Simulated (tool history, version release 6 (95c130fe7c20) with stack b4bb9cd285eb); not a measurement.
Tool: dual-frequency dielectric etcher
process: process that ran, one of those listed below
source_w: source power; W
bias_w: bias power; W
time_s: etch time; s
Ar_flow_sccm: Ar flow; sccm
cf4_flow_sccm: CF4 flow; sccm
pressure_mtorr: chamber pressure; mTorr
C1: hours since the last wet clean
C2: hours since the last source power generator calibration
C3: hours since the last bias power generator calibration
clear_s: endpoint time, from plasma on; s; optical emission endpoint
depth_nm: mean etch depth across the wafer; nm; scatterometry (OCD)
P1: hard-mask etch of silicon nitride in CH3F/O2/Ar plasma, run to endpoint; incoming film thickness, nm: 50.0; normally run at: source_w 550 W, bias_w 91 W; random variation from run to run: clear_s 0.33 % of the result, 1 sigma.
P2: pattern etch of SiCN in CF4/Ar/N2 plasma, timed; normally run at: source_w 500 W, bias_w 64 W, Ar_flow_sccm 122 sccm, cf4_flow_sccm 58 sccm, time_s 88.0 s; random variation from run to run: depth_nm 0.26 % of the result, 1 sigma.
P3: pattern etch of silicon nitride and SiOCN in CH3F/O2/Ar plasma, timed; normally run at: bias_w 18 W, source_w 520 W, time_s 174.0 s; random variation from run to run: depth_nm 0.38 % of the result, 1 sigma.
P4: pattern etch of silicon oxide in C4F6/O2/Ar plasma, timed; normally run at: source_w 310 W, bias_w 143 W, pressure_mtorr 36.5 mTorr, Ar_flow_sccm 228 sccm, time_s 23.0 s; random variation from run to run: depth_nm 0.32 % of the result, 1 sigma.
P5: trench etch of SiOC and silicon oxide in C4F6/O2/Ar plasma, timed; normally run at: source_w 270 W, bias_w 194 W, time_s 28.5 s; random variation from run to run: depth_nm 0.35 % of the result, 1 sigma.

run 1 hour=8.0 | process=P1 source_w=550 bias_w=91 | C1=345.5 C2=1295.2 C3=299.2 | clear_s=59.733
run 2 hour=14.8 | process=P1 source_w=550 bias_w=115 | C1=352.3 C2=1302.0 C3=306.0 | clear_s=54.606
run 3 hour=27.7 | process=P5 source_w=270 bias_w=194 time_s=28.5 | C1=365.2 C2=1314.9 C3=318.9 | depth_nm=50.990
run 4 hour=36.6 | process=P3 source_w=520 bias_w=18 time_s=174.0 | C1=374.1 C2=1323.8 C3=327.8 | depth_nm=22.060
run 5 hour=44.9 | process=P2 source_w=500 bias_w=64 time_s=121.5 Ar_flow_sccm=122 cf4_flow_sccm=58 | C1=382.4 C2=1332.1 C3=336.1 | depth_nm=103.980
run 6 hour=58.1 | process=P1 source_w=350 bias_w=91 | C1=395.6 C2=1345.3 C3=349.3 | clear_s=70.582
run 7 hour=68.5 | process=P1 source_w=760 bias_w=91 | C1=406.0 C2=1355.7 C3=359.7 | clear_s=52.739
run 8 hour=76.9 | process=P1 source_w=760 bias_w=73 | C1=414.4 C2=1364.1 C3=368.1 | clear_s=57.025
run 9 hour=88.4 | process=P2 source_w=500 bias_w=64 time_s=88.0 Ar_flow_sccm=88 cf4_flow_sccm=58 | C1=425.9 C2=1375.6 C3=379.6 | depth_nm=79.258
run 10 hour=94.6 | process=P3 source_w=700 bias_w=18 time_s=174.0 | C1=432.1 C2=1381.8 C3=385.8 | depth_nm=24.536
run 11 hour=108.0 | process=P5 source_w=270 bias_w=194 time_s=20.0 | C1=445.5 C2=1395.2 C3=399.2 | depth_nm=35.754
run 12 hour=114.0 | process=P4 source_w=310 bias_w=143 time_s=12.5 Ar_flow_sccm=228 pressure_mtorr=36.5 | C1=451.5 C2=1401.2 C3=405.2 | depth_nm=32.846
-- hour=121.2 bias power generator calibrated
run 13 hour=123.9 | process=P3 source_w=520 bias_w=18 time_s=95.5 | C1=461.4 C2=1411.1 C3=2.8 | depth_nm=12.103
run 14 hour=129.7 | process=P3 source_w=520 bias_w=18 time_s=174.0 | C1=467.2 C2=1416.9 C3=8.6 | depth_nm=22.128
run 15 hour=139.4 | process=P1 source_w=550 bias_w=91 | C1=476.9 C2=1426.6 C3=18.3 | clear_s=60.011
run 16 hour=148.7 | process=P5 source_w=370 bias_w=194 time_s=28.5 | C1=486.2 C2=1435.9 C3=27.6 | depth_nm=57.411
run 17 hour=156.6 | process=P3 source_w=520 bias_w=24 time_s=174.0 | C1=494.1 C2=1443.8 C3=35.5 | depth_nm=25.201
run 18 hour=166.3 | process=P4 source_w=310 bias_w=143 time_s=23.0 Ar_flow_sccm=228 pressure_mtorr=43.5 | C1=503.8 C2=1453.5 C3=45.2 | depth_nm=59.037
run 19 hour=175.0 | process=P4 source_w=310 bias_w=143 time_s=23.0 Ar_flow_sccm=228 pressure_mtorr=36.5 | C1=512.5 C2=1462.2 C3=53.9 | depth_nm=60.841
run 20 hour=182.1 | process=P4 source_w=310 bias_w=143 time_s=23.0 Ar_flow_sccm=304 pressure_mtorr=36.5 | C1=519.6 C2=1469.3 C3=61.0 | depth_nm=59.023
run 21 hour=194.3 | process=P2 source_w=500 bias_w=40 time_s=88.0 Ar_flow_sccm=122 cf4_flow_sccm=58 | C1=531.8 C2=1481.5 C3=73.2 | depth_nm=64.325
run 22 hour=207.2 | process=P2 source_w=310 bias_w=64 time_s=88.0 Ar_flow_sccm=122 cf4_flow_sccm=58 | C1=544.7 C2=1494.4 C3=86.1 | depth_nm=49.439
run 23 hour=214.1 | process=P2 source_w=500 bias_w=64 time_s=88.0 Ar_flow_sccm=122 cf4_flow_sccm=70 | C1=551.6 C2=1501.3 C3=93.0 | depth_nm=77.742
run 24 hour=221.1 | process=P1 source_w=550 bias_w=91 | C1=558.6 C2=1508.3 C3=100.0 | clear_s=59.958
run 25 hour=233.3 | process=P1 source_w=550 bias_w=91 | C1=570.8 C2=1520.5 C3=112.2 | clear_s=59.873
run 26 hour=245.9 | process=P1 source_w=550 bias_w=53 | C1=583.4 C2=1533.1 C3=124.8 | clear_s=71.582
run 27 hour=252.0 | process=P2 source_w=500 bias_w=64 time_s=88.0 Ar_flow_sccm=122 cf4_flow_sccm=58 | C1=589.5 C2=1539.2 C3=130.9 | depth_nm=75.086
run 28 hour=262.5 | process=P5 source_w=270 bias_w=138 time_s=28.5 | C1=600.0 C2=1549.7 C3=141.4 | depth_nm=45.728
run 29 hour=272.5 | process=P4 source_w=310 bias_w=200 time_s=23.0 Ar_flow_sccm=228 pressure_mtorr=36.5 | C1=610.0 C2=1559.7 C3=151.4 | depth_nm=67.381
run 30 hour=282.5 | process=P1 source_w=550 bias_w=91 | C1=620.0 C2=1569.7 C3=161.4 | clear_s=59.974
run 31 hour=290.3 | process=P4 source_w=380 bias_w=143 time_s=23.0 Ar_flow_sccm=228 pressure_mtorr=36.5 | C1=627.8 C2=1577.5 C3=169.2 | depth_nm=65.833
run 32 hour=303.7 | process=P1 source_w=550 bias_w=91 | C1=641.2 C2=1590.9 C3=182.6 | clear_s=59.571
run 33 hour=315.9 | process=P1 source_w=550 bias_w=91 | C1=653.4 C2=1603.1 C3=194.8 | clear_s=59.819
run 34 hour=327.5 | process=P1 source_w=550 bias_w=91 | C1=665.0 C2=1614.7 C3=206.4 | clear_s=60.070
run 35 hour=335.3 | process=P1 source_w=550 bias_w=91 | C1=672.8 C2=1622.5 C3=214.2 | clear_s=59.991
run 36 hour=343.8 | process=P1 source_w=550 bias_w=91 | C1=681.3 C2=1631.0 C3=222.7 | clear_s=60.099
run 37 hour=353.2 | process=P1 source_w=550 bias_w=91 | C1=690.7 C2=1640.4 C3=232.1 | clear_s=60.630
-- hour=359.3 wet clean of the chamber
run 38 hour=363.9 | process=P1 source_w=550 bias_w=91 | C1=4.6 C2=1651.1 C3=242.8 | clear_s=60.330
run 39 hour=373.8 | process=P1 source_w=550 bias_w=91 | C1=14.5 C2=1661.0 C3=252.7 | clear_s=60.920
run 40 hour=384.6 | process=P1 source_w=550 bias_w=91 | C1=25.3 C2=1671.8 C3=263.5 | clear_s=60.668
run 41 hour=395.2 | process=P1 source_w=550 bias_w=91 | C1=35.9 C2=1682.4 C3=274.1 | clear_s=60.816

The next listed run, before its measurement:
run 42 hour=407.7 | process=P1 source_w=550 bias_w=91 | C1=48.4 C2=1694.9 C3=286.6 | clear_s=?

Run 42 gave clear_s 60.862 s.
